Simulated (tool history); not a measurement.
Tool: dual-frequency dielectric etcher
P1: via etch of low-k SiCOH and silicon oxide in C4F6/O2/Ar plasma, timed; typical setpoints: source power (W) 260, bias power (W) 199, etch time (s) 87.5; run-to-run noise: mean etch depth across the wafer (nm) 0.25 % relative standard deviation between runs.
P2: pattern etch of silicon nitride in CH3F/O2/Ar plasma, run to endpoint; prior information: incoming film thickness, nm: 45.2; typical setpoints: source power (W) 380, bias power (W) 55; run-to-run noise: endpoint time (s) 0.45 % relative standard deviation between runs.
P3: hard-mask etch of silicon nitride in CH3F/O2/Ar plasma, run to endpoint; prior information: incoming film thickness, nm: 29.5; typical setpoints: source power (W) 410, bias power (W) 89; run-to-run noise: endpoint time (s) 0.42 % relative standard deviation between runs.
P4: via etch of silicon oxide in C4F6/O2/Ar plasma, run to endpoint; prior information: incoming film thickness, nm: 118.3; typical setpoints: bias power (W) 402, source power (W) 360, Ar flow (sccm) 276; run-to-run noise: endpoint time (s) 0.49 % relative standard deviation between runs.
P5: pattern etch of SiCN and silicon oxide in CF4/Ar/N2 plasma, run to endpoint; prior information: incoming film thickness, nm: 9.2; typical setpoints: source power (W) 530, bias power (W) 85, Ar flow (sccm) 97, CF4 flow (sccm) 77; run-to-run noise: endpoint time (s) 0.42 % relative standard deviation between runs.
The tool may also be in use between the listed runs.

run,hour,process that ran,source power (W),bias power (W),etch time (s),Ar flow (sccm),CF4 flow (sccm),mean etch depth across the wafer (nm),endpoint time (s)
1,3.5,P1,260,199,87.5,,,216.70,
2,7.8,P4,360,402,,185,,,27.9810
3,10.3,P1,260,244,87.5,,,232.44,
4,14.2,P4,250,402,,276,,,33.4470
5,16.6,P3,410,58,,,,,45.1470
6,19.3,P1,320,258,87.5,,,256.56,
7,23.1,P1,360,199,87.5,,,246.04,
8,27.5,P2,280,55,,,,,79.2260
9,30.6,P4,360,543,,276,,,26.3850
10,34.5,P1,260,199,87.5,,,215.26,
11,37.4,P3,410,89,,,,,39.4200
12,41.1,P1,260,199,87.5,,,216.93,
13,45.6,P5,740,85,,97,77,,6.3787
14,47.9,P5,530,85,,128,77,,8.8838
15,50.8,P3,410,89,,,,,39.3050
16,54.0,P1,260,199,87.5,,,216.52,
17,58.0,P5,530,85,,97,99,,8.2612
18,61.4,P1,260,199,87.5,,,216.57,
19,64.7,P5,530,64,,97,77,,9.3959
20,67.9,P3,580,89,,,,,34.7350
21,72.8,P4,360,402,,276,,,29.2090
22,77.3,P1,260,199,87.5,,,216.50,
23,81.3,P2,380,55,,,,,70.0830
24,84.0,P5,530,85,,97,77,,8.4764
25,86.1,P1,260,199,53.0,,,130.65,
26,91.0,P1,200,199,87.5,,,195.61,
27,94.0,P2,380,71,,,,,64.4950
28,98.9,P1,260,144,87.5,,,194.79,
29,102.7,P1,260,199,119.0,,,293.81,
30,105.2,P1,260,199,87.5,,,216.16,
31,108.3,P1,260,199,87.5,,,215.50,
32,112.9,P1,260,199,87.5,,,213.95,
33,116.4,P1,260,199,87.5,,,213.82,
34,118.9,P1,260,199,87.5,,,212.96,
# hour 122.3: wet clean of the chamber
35,122.6,P1,260,199,87.5,,,213.00,
36,126.3,P1,260,199,87.5,,,213.45,
37,128.5,P1,260,199,87.5,,,212.43,

P1 no longer gives what it gave before; its output has crept away from where it was. The following 2 causes, each at its listed size, fit the log equally well:
A: source power that arrives under what is set, % = 3.99
B: bias power that arrives under what is set, % = 4.61
The creep began at about hour 105.2.
The rest of the possible causes, and what rules out each one:
chamber walls in a state that lowers the etch rate, %: serviced after onset, at hour 122.3, with no recovery of the prior output

Which of the check runs below tells the causes apart, meaning the causes would give it clearly different results? Each run uses 3 wafers whose results are averaged, and each result is shown as a question mark.
check 1,130.7,P5,690,85,,97,93,,?
check 2,130.7,P2,380,63,,,,,?
check 3,130.7,P4,300,402,,276,,,?
check 4,130.7,P3,560,62,,,,,?

Expected result of each check under each candidate cause:
check,result,if A,if B
check 1,endpoint time (s),6.8026,6.6618
check 2,endpoint time (s),68.6030,68.6100
check 3,endpoint time (s),31.7200,31.7890
check 4,endpoint time (s),40.0870,40.0610
Separation of the two closest causes in each check, using whichever result separates them best: check 1 2.09 %; check 2 0.01 %; check 3 0.22 %; check 4 0.07 %
Only check 1 tells the causes apart: in the others they would give nearly the same result.

Here is what check 1 returned: endpoint time (s) 6.7944. Which cause is it?

It was cause A: source power that arrives under what is set, %.
